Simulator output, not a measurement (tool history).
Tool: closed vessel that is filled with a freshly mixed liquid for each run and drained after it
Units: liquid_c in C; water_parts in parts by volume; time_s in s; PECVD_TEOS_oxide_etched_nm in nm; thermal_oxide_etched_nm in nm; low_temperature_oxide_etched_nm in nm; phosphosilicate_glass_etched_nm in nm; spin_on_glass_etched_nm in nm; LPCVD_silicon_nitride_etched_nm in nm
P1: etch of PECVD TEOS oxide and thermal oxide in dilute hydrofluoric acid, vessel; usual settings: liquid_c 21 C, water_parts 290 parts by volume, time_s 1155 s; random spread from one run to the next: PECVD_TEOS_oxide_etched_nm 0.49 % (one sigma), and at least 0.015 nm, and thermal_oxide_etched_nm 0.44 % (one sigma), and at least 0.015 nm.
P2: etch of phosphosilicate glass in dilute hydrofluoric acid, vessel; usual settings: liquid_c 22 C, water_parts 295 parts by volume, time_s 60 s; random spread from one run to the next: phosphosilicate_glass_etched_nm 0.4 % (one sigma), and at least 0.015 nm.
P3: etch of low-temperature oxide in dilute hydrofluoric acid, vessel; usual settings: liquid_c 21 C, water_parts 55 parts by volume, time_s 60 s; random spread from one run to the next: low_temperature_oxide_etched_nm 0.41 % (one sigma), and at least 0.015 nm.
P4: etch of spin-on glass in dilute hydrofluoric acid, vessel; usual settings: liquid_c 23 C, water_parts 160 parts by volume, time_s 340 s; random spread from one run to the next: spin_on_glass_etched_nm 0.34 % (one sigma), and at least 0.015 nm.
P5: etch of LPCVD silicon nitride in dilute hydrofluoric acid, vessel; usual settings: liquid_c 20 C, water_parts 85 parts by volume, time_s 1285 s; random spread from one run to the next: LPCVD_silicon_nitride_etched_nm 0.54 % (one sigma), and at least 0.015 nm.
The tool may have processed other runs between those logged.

| run | day | process | liquid_c | water_parts | time_s | PECVD_TEOS_oxide_etched_nm | thermal_oxide_etched_nm | low_temperature_oxide_etched_nm | phosphosilicate_glass_etched_nm | spin_on_glass_etched_nm | LPCVD_silicon_nitride_etched_nm |
|---|---|---|---|---|---|---|---|---|---|---|---|
| 1 | 0.146 | P1 | 21 | 290 | 1155 | 54.99 | 14.021 |  |  |  |  |
| 2 | 0.338 | P1 | 21 | 290 | 1155 | 55.198 | 13.999 |  |  |  |  |
| 3 | 0.608 | P1 | 21 | 290 | 1155 | 55.063 | 13.861 |  |  |  |  |
| 4 | 0.796 | P1 | 21 | 290 | 1155 | 55.242 | 13.894 |  |  |  |  |
| 5 | 0.962 | P1 | 21 | 290 | 430 | 20.505 | 5.2106 |  |  |  |  |
| 6 | 1.179 | P3 | 21 | 55 | 60 |  |  | 19.176 |  |  |  |
| 7 | 1.425 | P2 | 22 | 295 | 60 |  |  |  | 30.464 |  |  |
| 8 | 1.683 | P3 | 29 | 55 | 60 |  |  | 26.395 |  |  |  |
| 9 | 1.838 | P3 | 21 | 55 | 30 |  |  | 9.6592 |  |  |  |
| 10 | 2.029 | P4 | 23 | 160 | 340 |  |  |  |  | 55.708 |  |
| 11 | 2.225 | P1 | 21 | 290 | 1155 | 55.023 | 13.979 |  |  |  |  |
| 12 | 2.483 | P4 | 23 | 235 | 340 |  |  |  |  | 35.085 |  |
| 13 | 2.683 | P4 | 17 | 160 | 340 |  |  |  |  | 43.935 |  |
| 14 | 2.912 | P5 | 20 | 45 | 1285 |  |  |  |  |  | 10.949 |
| 15 | 3.196 | P2 | 22 | 50 | 60 |  |  |  | 234.9 |  |  |
| 16 | 3.425 | P1 | 28 | 290 | 1155 | 70.368 | 17.699 |  |  |  |  |
| 17 | 3.583 | P2 | 28.5 | 295 | 60 |  |  |  | 38.425 |  |  |
| 18 | 3.896 | P2 | 22 | 295 | 60 |  |  |  | 30.55 |  |  |
| 19 | 4.088 | P5 | 20 | 85 | 1285 |  |  |  |  |  | 5.9292 |
| 20 | 4.338 | P1 | 21 | 290 | 1155 | 55.06 | 13.964 |  |  |  |  |
| 21 | 4.596 | P1 | 21 | 55 | 1155 | 372.91 | 93.982 |  |  |  |  |
| 22 | 4.875 | P1 | 21 | 290 | 1155 | 55.179 | 13.881 |  |  |  |  |
| 23 | 5.196 | P2 | 22 | 295 | 110 |  |  |  | 55.992 |  |  |
| 24 | 5.346 | P1 | 21 | 290 | 2245 | 106.57 | 27.307 |  |  |  |  |
|  | 5.604 | hydrofluoric acid flow meter replaced |
| 25 | 5.671 | P4 | 23 | 160 | 340 |  |  |  |  | 55.636 |  |
| 26 | 5.967 | P5 | 20 | 85 | 2020 |  |  |  |  |  | 9.3684 |
| 27 | 6.246 | P1 | 21 | 470 | 1155 | 29.183 | 7.3791 |  |  |  |  |
| 28 | 6.533 | P1 | 17 | 155 | 1155 | 100.44 | 25.356 |  |  |  |  |
| 29 | 6.775 | P4 | 23 | 160 | 75 |  |  |  |  | 12.37 |  |
| 30 | 7.008 | P3 | 21 | 95 | 60 |  |  | 10.596 |  |  |  |
| 31 | 7.158 | P1 | 26.5 | 95 | 1155 | 255.93 | 65.345 |  |  |  |  |
|  | 7.262 | thermometer replaced |
| 32 | 7.404 | P1 | 28.5 | 290 | 65 | 4.0041 | 0.99156 |  |  |  |  |
| 33 | 7.612 | P5 | 17 | 85 | 1285 |  |  |  |  |  | 4.7877 |
| 34 | 7.788 | P1 | 17 | 290 | 1155 | 47.721 | 11.887 |  |  |  |  |
| 35 | 8.092 | P1 | 21 | 290 | 1155 | 55.117 | 13.971 |  |  |  |  |
| 36 | 8.367 | P1 | 21 | 290 | 1155 | 56.298 | 14.275 |  |  |  |  |
| 37 | 8.621 | P1 | 21 | 290 | 1155 | 56.657 | 14.292 |  |  |  |  |
| 38 | 8.896 | P1 | 21 | 290 | 1155 | 57.487 | 14.619 |  |  |  |  |
| 39 | 9.112 | P1 | 21 | 290 | 1155 | 57.504 | 14.573 |  |  |  |  |
| 40 | 9.267 | P1 | 21 | 290 | 1155 | 57.86 | 14.609 |  |  |  |  |
| 41 | 9.533 | P1 | 21 | 290 | 1155 | 57.76 | 14.757 |  |  |  |  |
| 42 | 9.708 | P1 | 21 | 290 | 1155 | 57.787 | 14.644 |  |  |  |  |
| 43 | 9.879 | P1 | 21 | 290 | 1155 | 57.781 | 14.705 |  |  |  |  |
| 44 | 10.05 | P1 | 21 | 290 | 1155 | 58.065 | 14.685 |  |  |  |  |

What P1 gives has crept away from where it was. These 2 causes fit the log equally well, each at the size given:
A: liquid hotter than its thermometer reads (K) = 1.41
B: hydrofluoric acid flow above the setpoint (%) = 4.08
At approximately day 8.092, the process output began to creep.

Below are 4 check runs, each on a single wafer, with their results shown as question marks. Which of them would tell the listed causes apart, meaning the causes would give clearly different results under it?
| check 1 | 10.221 | P3 | 27.5 | 95 | 60 |  |  | ? |  |  |  |
| check 2 | 10.221 | P2 | 28.5 | 140 | 60 |  |  |  | ? |  |  |
| check 3 | 10.221 | P4 | 17 | 215 | 340 |  |  |  |  | ? |  |
| check 4 | 10.221 | P5 | 17 | 85 | 1285 |  |  |  |  |  | ? |

If the cause were each of the candidates in turn, the checks would give the following:
| check | result | if A | if B |
|---|---|---|---|
| check 1 | low_temperature_oxide_etched_nm | 14.444 | 14.314 |
| check 2 | phosphosilicate_glass_etched_nm | 101.39 | 100.94 |
| check 3 | spin_on_glass_etched_nm | 32.799 | 32.546 |
| check 4 | LPCVD_silicon_nitride_etched_nm | 5.3322 | 5.0237 |
Smallest distance between any two causes, each pair judged by its most separating result, in per cent: check 1 0.9 %; check 2 0.44 %; check 3 0.77 %; check 4 5.96 %
Check 4 tells the causes apart: in the others they would give nearly the same result.

With check 4 done, the readings were: LPCVD_silicon_nitride_etched_nm 5.2952 nm. Identify which of the listed causes applies.

It is A: liquid hotter than its thermometer reads (K).
